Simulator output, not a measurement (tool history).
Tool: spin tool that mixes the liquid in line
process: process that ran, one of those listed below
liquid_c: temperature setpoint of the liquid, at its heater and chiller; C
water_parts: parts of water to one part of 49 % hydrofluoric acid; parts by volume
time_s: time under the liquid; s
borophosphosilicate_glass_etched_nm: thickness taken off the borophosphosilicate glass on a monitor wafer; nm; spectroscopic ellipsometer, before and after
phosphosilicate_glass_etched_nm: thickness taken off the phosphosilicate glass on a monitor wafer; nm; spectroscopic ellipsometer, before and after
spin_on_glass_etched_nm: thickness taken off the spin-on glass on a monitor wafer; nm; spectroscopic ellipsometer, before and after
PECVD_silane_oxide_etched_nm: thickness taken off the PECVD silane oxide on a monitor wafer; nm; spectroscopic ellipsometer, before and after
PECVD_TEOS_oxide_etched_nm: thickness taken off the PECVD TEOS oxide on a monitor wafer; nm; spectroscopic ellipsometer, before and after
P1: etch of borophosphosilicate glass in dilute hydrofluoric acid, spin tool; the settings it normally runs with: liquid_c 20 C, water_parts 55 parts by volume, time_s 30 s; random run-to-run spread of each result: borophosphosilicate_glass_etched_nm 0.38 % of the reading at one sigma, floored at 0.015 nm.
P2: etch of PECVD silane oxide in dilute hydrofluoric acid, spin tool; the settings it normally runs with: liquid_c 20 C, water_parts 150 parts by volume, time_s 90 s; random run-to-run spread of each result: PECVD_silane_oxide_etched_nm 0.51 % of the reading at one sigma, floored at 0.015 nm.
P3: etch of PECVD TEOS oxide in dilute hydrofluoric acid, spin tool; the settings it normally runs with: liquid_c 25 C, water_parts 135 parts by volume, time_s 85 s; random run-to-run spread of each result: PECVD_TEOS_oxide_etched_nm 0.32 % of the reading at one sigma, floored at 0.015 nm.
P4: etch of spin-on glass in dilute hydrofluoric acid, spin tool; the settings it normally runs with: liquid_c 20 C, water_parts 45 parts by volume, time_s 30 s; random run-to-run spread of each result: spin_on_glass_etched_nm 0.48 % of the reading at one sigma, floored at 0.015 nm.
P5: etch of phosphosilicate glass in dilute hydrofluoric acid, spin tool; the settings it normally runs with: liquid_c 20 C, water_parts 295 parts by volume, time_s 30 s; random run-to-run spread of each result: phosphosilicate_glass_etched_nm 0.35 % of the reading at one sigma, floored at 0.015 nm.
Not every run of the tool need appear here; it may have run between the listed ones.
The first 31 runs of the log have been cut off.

run,hour,process,liquid_c,water_parts,time_s,hours since the thermometer was replaced,hours since the hydrofluoric acid flow meter was replaced,borophosphosilicate_glass_etched_nm,phosphosilicate_glass_etched_nm,spin_on_glass_etched_nm,PECVD_silane_oxide_etched_nm,PECVD_TEOS_oxide_etched_nm
32,215.9,P2,20,90,90,2125.7,711.8,,,,20.95,
33,222.7,P2,20,150,145,2132.5,718.6,,,,18.875,
34,230.8,P1,20,55,30,2140.6,726.7,27.272,,,,
35,235.1,P1,20,55,30,2144.9,731,27.038,,,,
36,240.8,P1,20,55,30,2150.6,736.7,26.286,,,,
37,247.8,P1,20,55,30,2157.6,743.7,26.123,,,,
38,254,P1,20,55,30,2163.8,749.9,25.972,,,,
39,263.1,P1,20,55,30,2172.9,759,25.835,,,,
40,269.3,P1,20,55,30,2179.1,765.2,25.722,,,,
41,279.2,P1,20,55,30,2189,775.1,25.608,,,,
42,285.3,P1,20,55,30,2195.1,781.2,25.72,,,,
43,292.4,P1,20,55,30,2202.2,788.3,25.645,,,,

Run 44 comes next. What will it give?
44,298.6,P1,20,55,30,2208.4,794.5,?,,,,

{"run 44": {"borophosphosilicate_glass_etched_nm": 25.626}}

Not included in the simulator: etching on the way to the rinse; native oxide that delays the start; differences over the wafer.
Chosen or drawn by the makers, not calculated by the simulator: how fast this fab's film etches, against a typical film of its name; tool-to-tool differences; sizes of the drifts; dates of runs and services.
